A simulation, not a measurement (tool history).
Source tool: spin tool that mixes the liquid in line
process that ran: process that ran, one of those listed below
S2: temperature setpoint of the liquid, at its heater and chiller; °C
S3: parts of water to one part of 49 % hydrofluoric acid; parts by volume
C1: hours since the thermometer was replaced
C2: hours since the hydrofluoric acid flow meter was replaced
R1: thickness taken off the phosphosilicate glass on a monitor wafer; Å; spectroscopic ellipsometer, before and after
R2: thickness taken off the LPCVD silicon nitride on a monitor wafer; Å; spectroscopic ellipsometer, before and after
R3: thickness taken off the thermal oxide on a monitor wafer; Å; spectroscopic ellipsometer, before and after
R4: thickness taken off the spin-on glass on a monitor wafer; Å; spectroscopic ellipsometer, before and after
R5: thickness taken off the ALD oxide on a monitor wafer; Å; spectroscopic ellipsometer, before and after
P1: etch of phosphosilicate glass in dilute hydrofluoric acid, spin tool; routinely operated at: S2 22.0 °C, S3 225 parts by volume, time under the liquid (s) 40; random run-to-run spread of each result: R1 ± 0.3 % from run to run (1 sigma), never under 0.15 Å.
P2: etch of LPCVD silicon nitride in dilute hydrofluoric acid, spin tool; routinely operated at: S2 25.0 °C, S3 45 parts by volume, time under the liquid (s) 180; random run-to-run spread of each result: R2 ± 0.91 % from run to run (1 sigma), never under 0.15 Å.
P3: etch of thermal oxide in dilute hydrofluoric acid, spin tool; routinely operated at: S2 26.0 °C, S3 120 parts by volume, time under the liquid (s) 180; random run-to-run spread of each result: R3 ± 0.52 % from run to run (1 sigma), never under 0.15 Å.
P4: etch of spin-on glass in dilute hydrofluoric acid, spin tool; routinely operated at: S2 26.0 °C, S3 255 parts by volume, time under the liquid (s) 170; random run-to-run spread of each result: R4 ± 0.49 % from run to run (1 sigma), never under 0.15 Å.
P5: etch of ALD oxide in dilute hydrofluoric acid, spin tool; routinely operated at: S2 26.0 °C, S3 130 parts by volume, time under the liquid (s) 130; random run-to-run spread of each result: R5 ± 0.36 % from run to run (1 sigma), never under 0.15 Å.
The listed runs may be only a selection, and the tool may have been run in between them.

{"run": 1, "day": 0.167, "process that ran": "P1", "S2": 22.0, "S3": 225, "time under the liquid (s)": 40, "C1": 1434.1, "C2": 795.3, "R1": 151.84}
{"run": 2, "day": 0.488, "process that ran": "P2", "S2": 25.0, "S3": 45, "time under the liquid (s)": 180, "C1": 1441.8, "C2": 803.0, "R2": 21.27}
{"run": 3, "day": 0.767, "process that ran": "P3", "S2": 18.5, "S3": 120, "time under the liquid (s)": 180, "C1": 1448.5, "C2": 809.7, "R3": 53.298}
{"run": 4, "day": 1.088, "process that ran": "P3", "S2": 26.0, "S3": 120, "time under the liquid (s)": 15, "C1": 1456.2, "C2": 817.4, "R3": 6.3835}
{"run": 5, "day": 1.288, "process that ran": "P3", "S2": 26.0, "S3": 120, "time under the liquid (s)": 180, "C1": 1461.0, "C2": 822.2, "R3": 71.199}
{"run": 6, "day": 1.542, "process that ran": "P2", "S2": 30.0, "S3": 45, "time under the liquid (s)": 180, "C1": 1467.1, "C2": 828.3, "R2": 29.35}
{"run": 7, "day": 1.796, "process that ran": "P1", "S2": 22.0, "S3": 380, "time under the liquid (s)": 40, "C1": 1473.2, "C2": 834.4, "R1": 77.809}
{"run": 8, "day": 2.021, "process that ran": "P4", "S2": 26.0, "S3": 395, "time under the liquid (s)": 170, "C1": 1478.6, "C2": 839.8, "R4": 130.82}
{"run": 9, "day": 2.362, "process that ran": "P1", "S2": 18.5, "S3": 225, "time under the liquid (s)": 15, "C1": 1486.8, "C2": 848.0, "R1": 49.864}
{"run": 10, "day": 2.529, "process that ran": "P1", "S2": 22.0, "S3": 225, "time under the liquid (s)": 15, "C1": 1490.8, "C2": 852.0, "R1": 57.264}
{"run": 11, "day": 2.858, "process that ran": "P2", "S2": 25.0, "S3": 45, "time under the liquid (s)": 50, "C1": 1498.7, "C2": 859.9, "R2": 5.8816}
{"run": 12, "day": 3.129, "process that ran": "P2", "S2": 25.0, "S3": 30, "time under the liquid (s)": 180, "C1": 1505.2, "C2": 866.4, "R2": 30.907}
{"run": 13, "day": 3.358, "process that ran": "P1", "S2": 22.0, "S3": 225, "time under the liquid (s)": 40, "C1": 1510.7, "C2": 871.9, "R1": 152.14}
{"run": 14, "day": 3.596, "process that ran": "P5", "S2": 29.5, "S3": 130, "time under the liquid (s)": 130, "C1": 1516.4, "C2": 877.6, "R5": 116.86}
{"run": 15, "day": 3.904, "process that ran": "P3", "S2": 26.0, "S3": 185, "time under the liquid (s)": 180, "C1": 1523.8, "C2": 885.0, "R3": 43.018}
{"run": 16, "day": 4.154, "process that ran": "P3", "S2": 26.0, "S3": 120, "time under the liquid (s)": 180, "C1": 1529.8, "C2": 891.0, "R3": 71.743}
{"run": 17, "day": 4.45, "process that ran": "P4", "S2": 26.0, "S3": 255, "time under the liquid (s)": 170, "C1": 1536.9, "C2": 898.1, "R4": 233.27}
{"run": 18, "day": 4.767, "process that ran": "P1", "S2": 22.0, "S3": 225, "time under the liquid (s)": 80, "C1": 1544.5, "C2": 905.7, "R1": 305.12}
{"run": 19, "day": 5.096, "process that ran": "P1", "S2": 18.0, "S3": 225, "time under the liquid (s)": 75, "C1": 1552.4, "C2": 913.6, "R1": 244.12}
{"run": 20, "day": 5.388, "process that ran": "P1", "S2": 17.5, "S3": 225, "time under the liquid (s)": 40, "C1": 1559.4, "C2": 920.6, "R1": 127.88}
{"run": 21, "day": 5.546, "process that ran": "P4", "S2": 26.0, "S3": 255, "time under the liquid (s)": 30, "C1": 1563.2, "C2": 924.4, "R4": 41.204}
{"run": 22, "day": 5.717, "process that ran": "P1", "S2": 26.0, "S3": 225, "time under the liquid (s)": 40, "C1": 1567.3, "C2": 928.5, "R1": 176.23}
{"run": 23, "day": 6.038, "process that ran": "P5", "S2": 26.0, "S3": 130, "time under the liquid (s)": 130, "C1": 1575.0, "C2": 936.2, "R5": 101.89}
{"run": 24, "day": 6.275, "process that ran": "P1", "S2": 22.0, "S3": 225, "time under the liquid (s)": 40, "C1": 1580.7, "C2": 941.9, "R1": 151.97}
{"run": 25, "day": 6.492, "process that ran": "P5", "S2": 26.0, "S3": 190, "time under the liquid (s)": 130, "C1": 1585.9, "C2": 947.1, "R5": 65.126}
{"run": 26, "day": 6.742, "process that ran": "P1", "S2": 22.0, "S3": 225, "time under the liquid (s)": 40, "C1": 1591.9, "C2": 953.1, "R1": 151.9}
{"run": 27, "day": 7.088, "process that ran": "P5", "S2": 26.0, "S3": 130, "time under the liquid (s)": 130, "C1": 1600.2, "C2": 961.4, "R5": 102.56}
{"run": 28, "day": 7.3, "process that ran": "P1", "S2": 22.0, "S3": 80, "time under the liquid (s)": 40, "C1": 1605.3, "C2": 966.5, "R1": 500.14}
{"run": 29, "day": 7.55, "process that ran": "P2", "S2": 25.0, "S3": 45, "time under the liquid (s)": 180, "C1": 1611.3, "C2": 972.5, "R2": 20.455}
{"run": 30, "day": 7.788, "process that ran": "P4", "S2": 19.0, "S3": 255, "time under the liquid (s)": 170, "C1": 1617.0, "C2": 978.2, "R4": 182.37}
{"run": 31, "day": 7.983, "process that ran": "P5", "S2": 26.0, "S3": 130, "time under the liquid (s)": 190, "C1": 1621.7, "C2": 982.9, "R5": 149.25}
{"run": 32, "day": 8.288, "process that ran": "P1", "S2": 22.0, "S3": 225, "time under the liquid (s)": 40, "C1": 1629.0, "C2": 990.2, "R1": 152.15}
{"run": 33, "day": 8.538, "process that ran": "P1", "S2": 22.0, "S3": 225, "time under the liquid (s)": 40, "C1": 1635.0, "C2": 996.2, "R1": 155.3}
{"run": 34, "day": 8.762, "process that ran": "P1", "S2": 22.0, "S3": 225, "time under the liquid (s)": 40, "C1": 1640.4, "C2": 1001.6, "R1": 158.38}
{"run": 35, "day": 8.983, "process that ran": "P1", "S2": 22.0, "S3": 225, "time under the liquid (s)": 40, "C1": 1645.7, "C2": 1006.9, "R1": 159.44}
{"run": 36, "day": 9.246, "process that ran": "P1", "S2": 22.0, "S3": 225, "time under the liquid (s)": 40, "C1": 1652.0, "C2": 1013.2, "R1": 160.45}
{"run": 37, "day": 9.583, "process that ran": "P1", "S2": 22.0, "S3": 225, "time under the liquid (s)": 40, "C1": 1660.1, "C2": 1021.3, "R1": 160.58}
{"run": 38, "day": 9.758, "process that ran": "P1", "S2": 22.0, "S3": 225, "time under the liquid (s)": 40, "C1": 1664.3, "C2": 1025.5, "R1": 161.0}
{"run": 39, "day": 10.092, "process that ran": "P1", "S2": 22.0, "S3": 225, "time under the liquid (s)": 40, "C1": 1672.3, "C2": 1033.5, "R1": 160.89}

P1 no longer gives what it gave before; its output has crept away from where it was. The following 2 causes, each at its listed size, fit the log equally well:
A: liquid hotter than its thermometer reads (K) = 1.59
B: hydrofluoric acid flow above the setpoint (%) = 4.9
Onset of the creep was near day 8.288.

You are offered 4 check runs, listed below with question marks in place of their results; each one averages 2 wafers. Which run separates the listed causes by giving clearly different results for each?
{"run": "check 1", "day": 10.425, "process that ran": "P4", "S2": 26.0, "S3": 255, "time under the liquid (s)": 170, "R4": "?"}
{"run": "check 2", "day": 10.425, "process that ran": "P5", "S2": 26.0, "S3": 130, "time under the liquid (s)": 130, "R5": "?"}
{"run": "check 3", "day": 10.425, "process that ran": "P3", "S2": 26.0, "S3": 120, "time under the liquid (s)": 180, "R3": "?"}
{"run": "check 4", "day": 10.425, "process that ran": "P2", "S2": 25.0, "S3": 45, "time under the liquid (s)": 180, "R2": "?"}

If the cause were each of the candidates in turn, the checks would give the following:
check=check_1 result=R4 if_A=246.370 if_B=247.770
check=check_2 result=R5 if_A=108.500 if_B=108.000
check=check_3 result=R3 if_A=76.1260 if_B=75.7060
check=check_4 result=R2 if_A=23.4830 if_B=22.1300
Gap, in per cent, between the two causes that each check separates least, read from the result that separates them most: check 1 0.57 %; check 2 0.47 %; check 3 0.55 %; check 4 5.94 %
Check 4 is the one run that separates the causes; every other check would come out nearly the same whichever cause is at work.

The results of check 4 are: R2 22.3390 Å. Based on these, which of the listed causes is it?

It is B: hydrofluoric acid flow above the setpoint (%).

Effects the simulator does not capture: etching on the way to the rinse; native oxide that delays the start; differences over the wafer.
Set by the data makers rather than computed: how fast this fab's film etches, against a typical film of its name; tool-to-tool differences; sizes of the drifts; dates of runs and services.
